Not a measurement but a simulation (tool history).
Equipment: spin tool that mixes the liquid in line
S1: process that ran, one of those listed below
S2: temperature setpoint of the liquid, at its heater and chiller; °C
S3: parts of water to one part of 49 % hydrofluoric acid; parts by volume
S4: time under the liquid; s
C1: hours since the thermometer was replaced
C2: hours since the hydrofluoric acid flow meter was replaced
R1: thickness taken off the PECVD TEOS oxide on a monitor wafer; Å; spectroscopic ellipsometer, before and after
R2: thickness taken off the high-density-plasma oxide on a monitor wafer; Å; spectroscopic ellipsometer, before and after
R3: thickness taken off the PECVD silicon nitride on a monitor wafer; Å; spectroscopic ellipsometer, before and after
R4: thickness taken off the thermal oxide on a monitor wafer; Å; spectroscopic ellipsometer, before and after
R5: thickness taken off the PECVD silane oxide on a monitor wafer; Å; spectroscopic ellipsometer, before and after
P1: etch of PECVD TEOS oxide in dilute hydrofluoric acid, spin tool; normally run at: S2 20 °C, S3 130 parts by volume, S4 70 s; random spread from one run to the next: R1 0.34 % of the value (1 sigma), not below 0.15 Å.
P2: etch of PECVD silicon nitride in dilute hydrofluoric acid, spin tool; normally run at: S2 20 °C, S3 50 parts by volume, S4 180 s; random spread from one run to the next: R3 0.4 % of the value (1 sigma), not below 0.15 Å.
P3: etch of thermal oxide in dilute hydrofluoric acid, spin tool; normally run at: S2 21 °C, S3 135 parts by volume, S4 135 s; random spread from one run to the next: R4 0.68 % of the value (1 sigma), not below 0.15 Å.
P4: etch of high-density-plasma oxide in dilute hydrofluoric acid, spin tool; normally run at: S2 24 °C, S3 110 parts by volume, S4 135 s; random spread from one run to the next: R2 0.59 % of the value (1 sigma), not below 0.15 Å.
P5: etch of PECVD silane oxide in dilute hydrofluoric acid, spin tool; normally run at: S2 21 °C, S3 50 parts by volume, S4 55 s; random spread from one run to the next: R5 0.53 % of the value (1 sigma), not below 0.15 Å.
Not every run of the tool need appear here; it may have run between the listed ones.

{"run": 1, "day": 0.412, "S1": "P1", "S2": 20, "S3": 130, "S4": 70, "C1": 973.7, "C2": 316, "R1": 84.267}
{"run": 2, "day": 0.958, "S1": "P1", "S2": 26.5, "S3": 130, "S4": 135, "C1": 986.8, "C2": 329.1, "R1": 210.2}
{"run": 3, "day": 1.346, "S1": "P1", "S2": 20, "S3": 130, "S4": 70, "C1": 996.1, "C2": 338.4, "R1": 84.594}
{"run": 4, "day": 1.775, "S1": "P1", "S2": 20, "S3": 130, "S4": 70, "C1": 1006.4, "C2": 348.7, "R1": 84.48}
{"day": 1.983, "done": "hydrofluoric acid flow meter replaced"}
{"run": 5, "day": 2.112, "S1": "P4", "S2": 24, "S3": 110, "S4": 255, "C1": 1014.5, "C2": 3.1, "R2": 117.15}
{"run": 6, "day": 2.492, "S1": "P2", "S2": 17, "S3": 50, "S4": 180, "C1": 1023.6, "C2": 12.2, "R3": 73.009}
{"run": 7, "day": 2.888, "S1": "P1", "S2": 20, "S3": 130, "S4": 135, "C1": 1033.1, "C2": 21.7, "R1": 163.02}
{"run": 8, "day": 3.279, "S1": "P1", "S2": 20, "S3": 50, "S4": 70, "C1": 1042.5, "C2": 31.1, "R1": 240.48}
{"run": 9, "day": 3.638, "S1": "P1", "S2": 26, "S3": 130, "S4": 70, "C1": 1051.1, "C2": 39.7, "R1": 106.85}
{"run": 10, "day": 4.129, "S1": "P2", "S2": 20, "S3": 50, "S4": 330, "C1": 1062.9, "C2": 51.5, "R3": 165.98}
{"run": 11, "day": 4.592, "S1": "P4", "S2": 24, "S3": 110, "S4": 135, "C1": 1074, "C2": 62.6, "R2": 62.048}
{"run": 12, "day": 4.846, "S1": "P1", "S2": 24, "S3": 50, "S4": 70, "C1": 1080.1, "C2": 68.7, "R1": 282.3}
{"run": 13, "day": 5.208, "S1": "P2", "S2": 20, "S3": 50, "S4": 180, "C1": 1088.8, "C2": 77.4, "R3": 90.357}
{"run": 14, "day": 5.717, "S1": "P3", "S2": 27, "S3": 135, "S4": 135, "C1": 1101, "C2": 89.6, "R4": 52.287}
{"run": 15, "day": 6.175, "S1": "P1", "S2": 20, "S3": 215, "S4": 70, "C1": 1112, "C2": 100.6, "R1": 46.922}
{"run": 16, "day": 6.742, "S1": "P5", "S2": 21, "S3": 50, "S4": 55, "C1": 1125.6, "C2": 114.2, "R5": 510.64}
{"run": 17, "day": 7.279, "S1": "P1", "S2": 17, "S3": 130, "S4": 70, "C1": 1138.5, "C2": 127.1, "R1": 74.715}
{"run": 18, "day": 7.638, "S1": "P2", "S2": 20, "S3": 20, "S4": 180, "C1": 1147.1, "C2": 135.7, "R3": 216.11}
{"run": 19, "day": 8.117, "S1": "P3", "S2": 21, "S3": 135, "S4": 135, "C1": 1158.6, "C2": 147.2, "R4": 41.547}
{"run": 20, "day": 8.542, "S1": "P3", "S2": 21, "S3": 80, "S4": 135, "C1": 1168.8, "C2": 157.4, "R4": 74.911}
{"run": 21, "day": 9.004, "S1": "P5", "S2": 21, "S3": 50, "S4": 55, "C1": 1179.9, "C2": 168.5, "R5": 505.84}
{"run": 22, "day": 9.454, "S1": "P5", "S2": 25, "S3": 50, "S4": 55, "C1": 1190.7, "C2": 179.3, "R5": 603.75}
{"run": 23, "day": 9.721, "S1": "P1", "S2": 20, "S3": 130, "S4": 70, "C1": 1197.1, "C2": 185.7, "R1": 84.546}
{"run": 24, "day": 10.158, "S1": "P5", "S2": 21, "S3": 25, "S4": 55, "C1": 1207.6, "C2": 196.2, "R5": 1063.1}
{"run": 25, "day": 10.454, "S1": "P4", "S2": 24, "S3": 110, "S4": 135, "C1": 1214.7, "C2": 203.3, "R2": 61.972}
{"run": 26, "day": 10.979, "S1": "P1", "S2": 20, "S3": 130, "S4": 70, "C1": 1227.3, "C2": 215.9, "R1": 84.429}
{"run": 27, "day": 11.538, "S1": "P4", "S2": 24, "S3": 55, "S4": 135, "C1": 1240.7, "C2": 229.3, "R2": 133.35}
{"run": 28, "day": 11.871, "S1": "P1", "S2": 20, "S3": 130, "S4": 70, "C1": 1248.7, "C2": 237.3, "R1": 84.277}
{"run": 29, "day": 12.183, "S1": "P4", "S2": 17, "S3": 110, "S4": 135, "C1": 1256.2, "C2": 244.8, "R2": 47.098}
{"run": 30, "day": 12.538, "S1": "P3", "S2": 21, "S3": 135, "S4": 70, "C1": 1264.7, "C2": 253.3, "R4": 21.291}
{"run": 31, "day": 12.875, "S1": "P5", "S2": 21, "S3": 50, "S4": 90, "C1": 1272.8, "C2": 261.4, "R5": 833.09}
{"run": 32, "day": 13.312, "S1": "P1", "S2": 20, "S3": 130, "S4": 15, "C1": 1283.3, "C2": 271.9, "R1": 18.125}
{"run": 33, "day": 13.642, "S1": "P1", "S2": 20, "S3": 130, "S4": 70, "C1": 1291.2, "C2": 279.8, "R1": 84.361}
{"run": 34, "day": 13.933, "S1": "P1", "S2": 20, "S3": 130, "S4": 70, "C1": 1298.2, "C2": 286.8, "R1": 85.603}
{"run": 35, "day": 14.458, "S1": "P1", "S2": 20, "S3": 130, "S4": 70, "C1": 1310.8, "C2": 299.4, "R1": 88.318}
{"run": 36, "day": 14.729, "S1": "P1", "S2": 20, "S3": 130, "S4": 70, "C1": 1317.3, "C2": 305.9, "R1": 88.628}
{"run": 37, "day": 14.992, "S1": "P1", "S2": 20, "S3": 130, "S4": 70, "C1": 1323.6, "C2": 312.2, "R1": 89.24}
{"run": 38, "day": 15.358, "S1": "P1", "S2": 20, "S3": 130, "S4": 70, "C1": 1332.4, "C2": 321, "R1": 90.009}
{"run": 39, "day": 15.621, "S1": "P1", "S2": 20, "S3": 130, "S4": 70, "C1": 1338.7, "C2": 327.3, "R1": 90.447}
{"run": 40, "day": 16.05, "S1": "P1", "S2": 20, "S3": 130, "S4": 70, "C1": 1349, "C2": 337.6, "R1": 90.95}
{"run": 41, "day": 16.612, "S1": "P1", "S2": 20, "S3": 130, "S4": 70, "C1": 1362.5, "C2": 351.1, "R1": 91.276}
{"run": 42, "day": 17.1, "S1": "P1", "S2": 20, "S3": 130, "S4": 70, "C1": 1374.2, "C2": 362.8, "R1": 91.512}
{"run": 43, "day": 17.35, "S1": "P1", "S2": 20, "S3": 130, "S4": 70, "C1": 1380.2, "C2": 368.8, "R1": 90.84}
{"run": 44, "day": 17.908, "S1": "P1", "S2": 20, "S3": 130, "S4": 70, "C1": 1393.6, "C2": 382.2, "R1": 91.481}

The log shows P1 creeping away from where it was. Any of the 2 causes listed here, at the size stated for it, fits the log just as well as the others:
A: hydrofluoric acid flow above the setpoint (%) = 7.2
B: liquid hotter than its thermometer reads (K) = 1.98
Creep in the process output first set in at about day 13.642.

Listed below are the offered check runs, one wafer per run, with question marks in place of results. For which of them would the causes give clearly different outcomes?
{"run": "check 1", "day": 18.467, "S1": "P5", "S2": 21, "S3": 50, "S4": 55, "R5": "?"}
{"run": "check 2", "day": 18.467, "S1": "P4", "S2": 24, "S3": 110, "S4": 135, "R2": "?"}
{"run": "check 3", "day": 18.467, "S1": "P2", "S2": 20, "S3": 50, "S4": 180, "R3": "?"}
{"run": "check 4", "day": 18.467, "S1": "P3", "S2": 21, "S3": 135, "S4": 135, "R4": "?"}

Check results expected under each cause:
check=check_1 result=R5 if_A=549.45 if_B=554.46
check=check_2 result=R2 if_A=67.317 if_B=67.225
check=check_3 result=R3 if_A=96.337 if_B=103.21
check=check_4 result=R4 if_A=44.789 if_B=44.724
Per check, the gap between the least separated pair of causes, taken in the result that splits them most: check 1 0.91 %; check 2 0.14 %; check 3 6.89 %; check 4 0.15 %
The causes can be told apart only by check 3. The other checks would give nearly the same results under each of them.

The results of check 3 are: R3 103.93 Å. Based on these, which of the listed causes is it?

The correct cause is B, namely: liquid hotter than its thermometer reads (K).
